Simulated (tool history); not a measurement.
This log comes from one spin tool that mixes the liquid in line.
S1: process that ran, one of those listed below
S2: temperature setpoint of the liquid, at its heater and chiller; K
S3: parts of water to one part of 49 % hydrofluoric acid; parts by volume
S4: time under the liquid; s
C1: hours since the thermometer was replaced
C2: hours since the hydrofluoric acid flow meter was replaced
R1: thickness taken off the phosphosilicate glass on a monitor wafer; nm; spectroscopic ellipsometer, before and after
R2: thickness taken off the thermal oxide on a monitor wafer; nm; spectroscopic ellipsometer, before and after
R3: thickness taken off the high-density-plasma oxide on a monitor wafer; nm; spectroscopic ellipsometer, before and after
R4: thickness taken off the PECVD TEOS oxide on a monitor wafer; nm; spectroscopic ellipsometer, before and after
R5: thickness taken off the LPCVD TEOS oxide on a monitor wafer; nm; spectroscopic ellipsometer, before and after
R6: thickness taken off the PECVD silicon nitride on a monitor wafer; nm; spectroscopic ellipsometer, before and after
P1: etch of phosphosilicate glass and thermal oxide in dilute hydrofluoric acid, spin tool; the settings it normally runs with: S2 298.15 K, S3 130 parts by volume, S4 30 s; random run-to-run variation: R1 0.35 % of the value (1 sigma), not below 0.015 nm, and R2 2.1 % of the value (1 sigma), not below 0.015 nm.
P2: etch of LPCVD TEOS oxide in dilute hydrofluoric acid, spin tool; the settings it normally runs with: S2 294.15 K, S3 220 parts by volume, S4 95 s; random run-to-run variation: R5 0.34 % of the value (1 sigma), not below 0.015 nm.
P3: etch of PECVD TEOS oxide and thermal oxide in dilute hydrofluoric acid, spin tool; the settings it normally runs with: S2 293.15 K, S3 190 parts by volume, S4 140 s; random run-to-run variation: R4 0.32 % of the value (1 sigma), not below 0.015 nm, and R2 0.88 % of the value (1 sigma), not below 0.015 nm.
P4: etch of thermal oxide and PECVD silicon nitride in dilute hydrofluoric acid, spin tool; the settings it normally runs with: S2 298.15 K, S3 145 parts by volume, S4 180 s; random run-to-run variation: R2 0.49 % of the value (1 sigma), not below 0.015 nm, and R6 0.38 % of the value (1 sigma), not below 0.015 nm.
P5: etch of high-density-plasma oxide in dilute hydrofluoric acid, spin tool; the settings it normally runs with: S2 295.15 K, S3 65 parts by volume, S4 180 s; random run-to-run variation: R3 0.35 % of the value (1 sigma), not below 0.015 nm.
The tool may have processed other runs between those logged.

| run | day | S1 | S2 | S3 | S4 | C1 | C2 | R1 | R2 | R3 | R4 | R5 | R6 |
|---|---|---|---|---|---|---|---|---|---|---|---|---|---|
| 1 | 0.183 | P1 | 298.15 | 130 | 30 | 910.5 | 847.7 | 37.996 | 1.071 |  |  |  |  |
| 2 | 0.304 | P5 | 295.15 | 90 | 180 | 913.4 | 850.6 |  |  | 14.594 |  |  |  |
| 3 | 0.542 | P1 | 290.65 | 190 | 30 | 919.1 | 856.3 | 18.316 | 0.54422 |  |  |  |  |
| 4 | 0.767 | P3 | 293.15 | 190 | 140 | 924.5 | 861.7 |  | 2.8329 |  | 6.7623 |  |  |
| 5 | 0.9 | P1 | 298.15 | 130 | 30 | 927.7 | 864.9 | 37.938 | 1.1299 |  |  |  |  |
| 6 | 1.117 | P2 | 302.15 | 220 | 95 | 932.9 | 870.1 |  |  |  |  | 22.088 |  |
| 7 | 1.325 | P1 | 305.15 | 130 | 30 | 937.9 | 875.1 | 49.341 | 1.4088 |  |  |  |  |
| 8 | 1.542 | P4 | 298.15 | 145 | 335 | 943.1 | 880.3 |  | 11.214 |  |  |  | 11.22 |
| 9 | 1.688 | P1 | 298.15 | 195 | 30 | 946.6 | 883.8 | 23.456 | 0.64994 |  |  |  |  |
| 10 | 1.888 | P5 | 295.15 | 65 | 180 | 951.4 | 888.6 |  |  | 20.79 |  |  |  |
| 11 | 2.054 | P1 | 298.15 | 130 | 60 | 955.4 | 892.6 | 75.742 | 2.3225 |  |  |  |  |
| 12 | 2.212 | P2 | 294.15 | 220 | 95 | 959.2 | 896.4 |  |  |  |  | 16.508 |  |
| 13 | 2.458 | P1 | 298.15 | 25 | 30 | 965.1 | 902.3 | 226.36 | 6.6011 |  |  |  |  |
| 14 | 2.633 | P5 | 291.15 | 65 | 180 | 969.3 | 906.5 |  |  | 17.657 |  |  |  |
| 15 | 2.846 | P1 | 292.15 | 80 | 30 | 974.4 | 911.6 | 51.807 | 1.5686 |  |  |  |  |
| 16 | 3.058 | P1 | 291.15 | 130 | 30 | 979.5 | 916.7 | 28.734 | 0.88537 |  |  |  |  |
| 17 | 3.221 | P4 | 298.15 | 70 | 180 | 983.4 | 920.6 |  | 13.665 |  |  |  | 12.449 |
| 18 | 3.383 | P1 | 298.15 | 130 | 30 | 987.3 | 924.5 | 38.247 | 1.1402 |  |  |  |  |
| 19 | 3.55 | P4 | 298.15 | 145 | 180 | 991.3 | 928.5 |  | 6.0074 |  |  |  | 6.0928 |
| 20 | 3.733 | P2 | 294.15 | 220 | 150 | 995.7 | 932.9 |  |  |  |  | 26.186 |  |
| 21 | 3.858 | P5 | 295.15 | 65 | 15 | 998.7 | 935.9 |  |  | 1.7172 |  |  |  |
| 22 | 4.108 | P5 | 295.15 | 65 | 180 | 1004.7 | 941.9 |  |  | 20.848 |  |  |  |
| 23 | 4.242 | P1 | 298.15 | 130 | 15 | 1007.9 | 945.1 | 18.921 | 0.56798 |  |  |  |  |
| 24 | 4.4 | P3 | 300.15 | 190 | 140 | 1011.7 | 948.9 |  | 3.6291 |  | 8.8079 |  |  |
| 25 | 4.6 | P2 | 294.15 | 65 | 95 | 1016.5 | 953.7 |  |  |  |  | 66.299 |  |
| 26 | 4.721 | P4 | 304.15 | 145 | 180 | 1019.4 | 956.6 |  | 7.4753 |  |  |  | 8.7637 |
| 27 | 4.838 | P1 | 298.15 | 130 | 30 | 1022.2 | 959.4 | 37.984 | 1.1474 |  |  |  |  |
| 28 | 5.067 | P3 | 293.15 | 55 | 140 | 1027.7 | 964.9 |  | 11.329 |  | 27.013 |  |  |
| 29 | 5.233 | P1 | 298.15 | 130 | 30 | 1031.7 | 968.9 | 37.901 | 1.1792 |  |  |  |  |
| 30 | 5.45 | P1 | 303.15 | 130 | 50 | 1036.9 | 974.1 | 76.495 | 2.2306 |  |  |  |  |
| 31 | 5.638 | P3 | 293.15 | 190 | 15 | 1041.4 | 978.6 |  | 0.29232 |  | 0.73076 |  |  |
| 32 | 5.892 | P1 | 298.15 | 130 | 30 | 1047.5 | 984.7 | 37.924 | 1.0936 |  |  |  |  |
| 33 | 6.117 | P1 | 298.15 | 130 | 30 | 1052.9 | 990.1 | 37.977 | 1.0653 |  |  |  |  |
| 34 | 6.338 | P1 | 298.15 | 130 | 30 | 1058.2 | 995.4 | 39.626 | 1.2516 |  |  |  |  |
| 35 | 6.504 | P1 | 298.15 | 130 | 30 | 1062.2 | 999.4 | 40.718 | 1.1568 |  |  |  |  |
| 36 | 6.65 | P1 | 298.15 | 130 | 30 | 1065.7 | 1002.9 | 41.361 | 1.2902 |  |  |  |  |
| 37 | 6.9 | P1 | 298.15 | 130 | 30 | 1071.7 | 1008.9 | 41.404 | 1.2462 |  |  |  |  |
| 38 | 7.038 | P1 | 298.15 | 130 | 30 | 1075 | 1012.2 | 41.771 | 1.1985 |  |  |  |  |
| 39 | 7.208 | P1 | 298.15 | 130 | 30 | 1079.1 | 1016.3 | 41.667 | 1.2692 |  |  |  |  |
| 40 | 7.371 | P1 | 298.15 | 130 | 30 | 1083 | 1020.2 | 41.51 | 1.2351 |  |  |  |  |

Something has made what P1 gives creep away from where it was; the 2 causes below, each at its own stated size, fit the log equally well:
A: liquid hotter than its thermometer reads (K) = 2.44
B: hydrofluoric acid flow above the setpoint (%) = 8.35
At approximately day 6.117, the process output began to creep.

Question marks stand in for the results of the 4 check runs listed below, each run on one wafer. Under which run would the listed causes show clearly different results?
| check 1 | 7.533 | P3 | 293.15 | 190 | 30 |  |  |  | ? |  | ? |  |  |
| check 2 | 7.533 | P2 | 298.15 | 100 | 95 |  |  |  |  |  |  | ? |  |
| check 3 | 7.533 | P4 | 303.15 | 145 | 180 |  |  |  | ? |  |  |  | ? |
| check 4 | 7.533 | P5 | 291.65 | 65 | 20 |  |  |  |  | ? |  |  |  |

Check results expected under each cause:
| check | result | if A | if B |
|---|---|---|---|
| check 1 | R2 | 0.6592 | 0.66004 |
| check 1 | R4 | 1.5908 | 1.5929 |
| check 2 | R5 | 53.348 | 53.096 |
| check 3 | R2 | 7.9033 | 7.9672 |
| check 3 | R6 | 9.5751 | 8.9555 |
| check 4 | R3 | 2.2199 | 2.1827 |
Per check, the gap between the least separated pair of causes, taken in the result that splits them most: check 1 0.13 %; check 2 0.47 %; check 3 6.69 %; check 4 1.69 %
The causes can be told apart only by check 3. The other checks would give nearly the same results under each of them.

Check 3 was then run and gave: R2 7.9368 nm; R6 9.6322 nm. Which cause is it?

The cause is A: liquid hotter than its thermometer reads (K).

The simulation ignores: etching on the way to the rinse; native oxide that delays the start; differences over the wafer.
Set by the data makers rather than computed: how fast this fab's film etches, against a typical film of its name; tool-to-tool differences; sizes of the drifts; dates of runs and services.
